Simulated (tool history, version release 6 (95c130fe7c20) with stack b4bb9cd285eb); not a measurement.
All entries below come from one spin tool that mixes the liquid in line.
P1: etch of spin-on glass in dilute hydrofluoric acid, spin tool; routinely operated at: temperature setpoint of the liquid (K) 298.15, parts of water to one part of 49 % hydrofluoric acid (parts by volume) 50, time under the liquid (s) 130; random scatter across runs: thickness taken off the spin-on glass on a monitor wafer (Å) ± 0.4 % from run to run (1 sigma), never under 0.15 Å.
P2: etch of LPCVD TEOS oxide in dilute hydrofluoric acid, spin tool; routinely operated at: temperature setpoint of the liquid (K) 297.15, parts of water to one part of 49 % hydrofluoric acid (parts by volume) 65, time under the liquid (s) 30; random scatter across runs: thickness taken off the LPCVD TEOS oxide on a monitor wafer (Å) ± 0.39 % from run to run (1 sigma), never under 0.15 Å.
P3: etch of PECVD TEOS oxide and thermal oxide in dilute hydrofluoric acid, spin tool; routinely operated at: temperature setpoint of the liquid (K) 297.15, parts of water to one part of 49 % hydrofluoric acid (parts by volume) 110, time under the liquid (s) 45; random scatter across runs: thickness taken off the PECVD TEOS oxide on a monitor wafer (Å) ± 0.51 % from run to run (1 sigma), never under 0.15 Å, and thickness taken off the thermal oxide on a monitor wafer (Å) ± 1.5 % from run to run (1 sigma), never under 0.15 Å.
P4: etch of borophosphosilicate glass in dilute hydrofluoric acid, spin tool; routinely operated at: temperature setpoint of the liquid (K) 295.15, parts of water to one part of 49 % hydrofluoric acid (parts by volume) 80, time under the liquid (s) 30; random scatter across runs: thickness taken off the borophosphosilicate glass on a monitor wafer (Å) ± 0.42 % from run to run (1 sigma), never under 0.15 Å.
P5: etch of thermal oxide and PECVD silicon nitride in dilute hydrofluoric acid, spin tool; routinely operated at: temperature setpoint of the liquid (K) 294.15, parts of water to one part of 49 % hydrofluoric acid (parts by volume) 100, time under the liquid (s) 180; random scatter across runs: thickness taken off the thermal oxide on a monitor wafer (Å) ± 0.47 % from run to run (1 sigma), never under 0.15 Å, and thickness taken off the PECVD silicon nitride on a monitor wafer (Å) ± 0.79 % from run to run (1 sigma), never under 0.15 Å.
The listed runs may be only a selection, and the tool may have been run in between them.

| run | day | process that ran | temperature setpoint of the liquid (K) | parts of water to one part of 49 % hydrofluoric acid (parts by volume) | time under the liquid (s) | thickness taken off the spin-on glass on a monitor wafer (Å) | thickness taken off the PECVD TEOS oxide on a monitor wafer (Å) | thickness taken off the thermal oxide on a monitor wafer (Å) | thickness taken off the PECVD silicon nitride on a monitor wafer (Å) | thickness taken off the borophosphosilicate glass on a monitor wafer (Å) | thickness taken off the LPCVD TEOS oxide on a monitor wafer (Å) |
|---|---|---|---|---|---|---|---|---|---|---|---|
| 1 | 0.208 | P1 | 298.15 | 50 | 130 | 608.79 |  |  |  |  |  |
| 2 | 0.354 | P1 | 298.15 | 50 | 130 | 609.12 |  |  |  |  |  |
| 3 | 0.492 | P3 | 297.15 | 110 | 70 |  | 106 | 26.74 |  |  |  |
| 4 | 0.654 | P5 | 294.15 | 100 | 60 |  |  | 25.235 | 10.022 |  |  |
| 5 | 0.792 | P5 | 294.15 | 100 | 180 |  |  | 75.311 | 30.516 |  |  |
| 6 | 1.088 | P4 | 295.15 | 80 | 15 |  |  |  |  | 53.56 |  |
| 7 | 1.35 | P2 | 297.15 | 65 | 15 |  |  |  |  |  | 133.82 |
| 8 | 1.525 | P2 | 297.15 | 65 | 30 |  |  |  |  |  | 265.05 |
| 9 | 1.817 | P3 | 297.15 | 30 | 45 |  | 277.91 | 70.168 |  |  |  |
| 10 | 2.096 | P1 | 298.15 | 50 | 130 | 611.37 |  |  |  |  |  |
| 11 | 2.267 | P3 | 297.15 | 110 | 45 |  | 67.855 | 17.729 |  |  |  |
| 12 | 2.496 | P4 | 295.15 | 40 | 30 |  |  |  |  | 224.78 |  |
| 13 | 2.75 | P1 | 298.15 | 50 | 130 | 607.11 |  |  |  |  |  |
| 14 | 3.042 | P3 | 292.15 | 110 | 45 |  | 55.069 | 14.286 |  |  |  |
|  | 3.229 | hydrofluoric acid flow meter replaced |
| 15 | 3.262 | P4 | 298.65 | 80 | 30 |  |  |  |  | 123.58 |  |
| 16 | 3.408 | P1 | 298.15 | 50 | 70 | 328.44 |  |  |  |  |  |
| 17 | 3.692 | P1 | 298.15 | 70 | 130 | 423.05 |  |  |  |  |  |
| 18 | 3.829 | P3 | 297.15 | 110 | 45 |  | 67.696 | 17.449 |  |  |  |
| 19 | 4.058 | P1 | 303.15 | 50 | 130 | 743.45 |  |  |  |  |  |
| 20 | 4.35 | P1 | 298.15 | 20 | 130 | 1581.7 |  |  |  |  |  |
| 21 | 4.588 | P4 | 295.15 | 80 | 30 |  |  |  |  | 107.36 |  |
| 22 | 4.825 | P2 | 297.15 | 30 | 30 |  |  |  |  |  | 602.5 |
| 23 | 5.079 | P4 | 295.15 | 80 | 30 |  |  |  |  | 107.25 |  |
| 24 | 5.312 | P5 | 301.65 | 100 | 180 |  |  | 101.13 | 50.554 |  |  |
| 25 | 5.512 | P2 | 297.15 | 65 | 30 |  |  |  |  |  | 264.59 |
| 26 | 5.742 | P1 | 298.15 | 50 | 130 | 614.12 |  |  |  |  |  |
| 27 | 5.908 | P1 | 304.65 | 50 | 220 | 1336.4 |  |  |  |  |  |
| 28 | 6.058 | P1 | 298.15 | 50 | 130 | 610.49 |  |  |  |  |  |
|  | 6.075 | thermometer replaced |
| 29 | 6.192 | P2 | 302.15 | 65 | 30 |  |  |  |  |  | 325.09 |
| 30 | 6.412 | P1 | 292.65 | 50 | 130 | 481.59 |  |  |  |  |  |
| 31 | 6.679 | P5 | 294.15 | 185 | 180 |  |  | 37.494 | 17.012 |  |  |
| 32 | 6.908 | P1 | 298.15 | 50 | 240 | 1121.6 |  |  |  |  |  |
| 33 | 7.121 | P1 | 298.15 | 50 | 130 | 610.04 |  |  |  |  |  |
| 34 | 7.325 | P1 | 298.15 | 50 | 130 | 632.89 |  |  |  |  |  |
| 35 | 7.542 | P1 | 298.15 | 50 | 130 | 648.77 |  |  |  |  |  |
| 36 | 7.758 | P1 | 298.15 | 50 | 130 | 655.58 |  |  |  |  |  |
| 37 | 8.012 | P1 | 298.15 | 50 | 130 | 661.29 |  |  |  |  |  |
| 38 | 8.192 | P1 | 298.15 | 50 | 130 | 660.35 |  |  |  |  |  |
| 39 | 8.329 | P1 | 298.15 | 50 | 130 | 662.02 |  |  |  |  |  |
| 40 | 8.479 | P1 | 298.15 | 50 | 130 | 661.39 |  |  |  |  |  |

P1 no longer gives what it gave before; its output has crept away from where it was. The following 2 causes, each at its listed size, fit the log equally well:
A: liquid hotter than its thermometer reads (K) = 2.07
B: hydrofluoric acid flow above the setpoint (%) = 8.17
The process output started creeping at around day 7.121.

4 check runs are offered, each on 5 wafers whose results are averaged, their results left as question marks. Which one tells the causes apart?
| check 1 | 8.629 | P2 | 301.65 | 30 | 30 |  |  |  |  |  | ? |
| check 2 | 8.629 | P5 | 294.15 | 165 | 75 |  |  | ? | ? |  |  |
| check 3 | 8.629 | P4 | 298.65 | 80 | 15 |  |  |  |  | ? |  |
| check 4 | 8.629 | P3 | 297.15 | 55 | 45 |  | ? | ? |  |  |  |

What each check would give under each cause:
| check | result | if A | if B |
|---|---|---|---|
| check 1 | thickness taken off the LPCVD TEOS oxide on a monitor wafer (Å) | 786.56 | 785.78 |
| check 2 | thickness taken off the thermal oxide on a monitor wafer (Å) | 19.379 | 19.608 |
| check 2 | thickness taken off the PECVD silicon nitride on a monitor wafer (Å) | 8.9365 | 8.4302 |
| check 3 | thickness taken off the borophosphosilicate glass on a monitor wafer (Å) | 67.012 | 67.351 |
| check 4 | thickness taken off the PECVD TEOS oxide on a monitor wafer (Å) | 158.38 | 158.35 |
| check 4 | thickness taken off the thermal oxide on a monitor wafer (Å) | 41.311 | 41.302 |
How far apart the two closest causes lie, in the result that separates them most: check 1 0.1 %; check 2 5.83 %; check 3 0.5 %; check 4 0.02 %
The causes can be told apart only by check 2. The other checks would give nearly the same results under each of them.

After running check 2, the following was obtained: thickness taken off the thermal oxide on a monitor wafer (Å) 19.414; thickness taken off the PECVD silicon nitride on a monitor wafer (Å) 8.827. Which cause does this point to?

Of the candidate causes, it is A: liquid hotter than its thermometer reads (K).
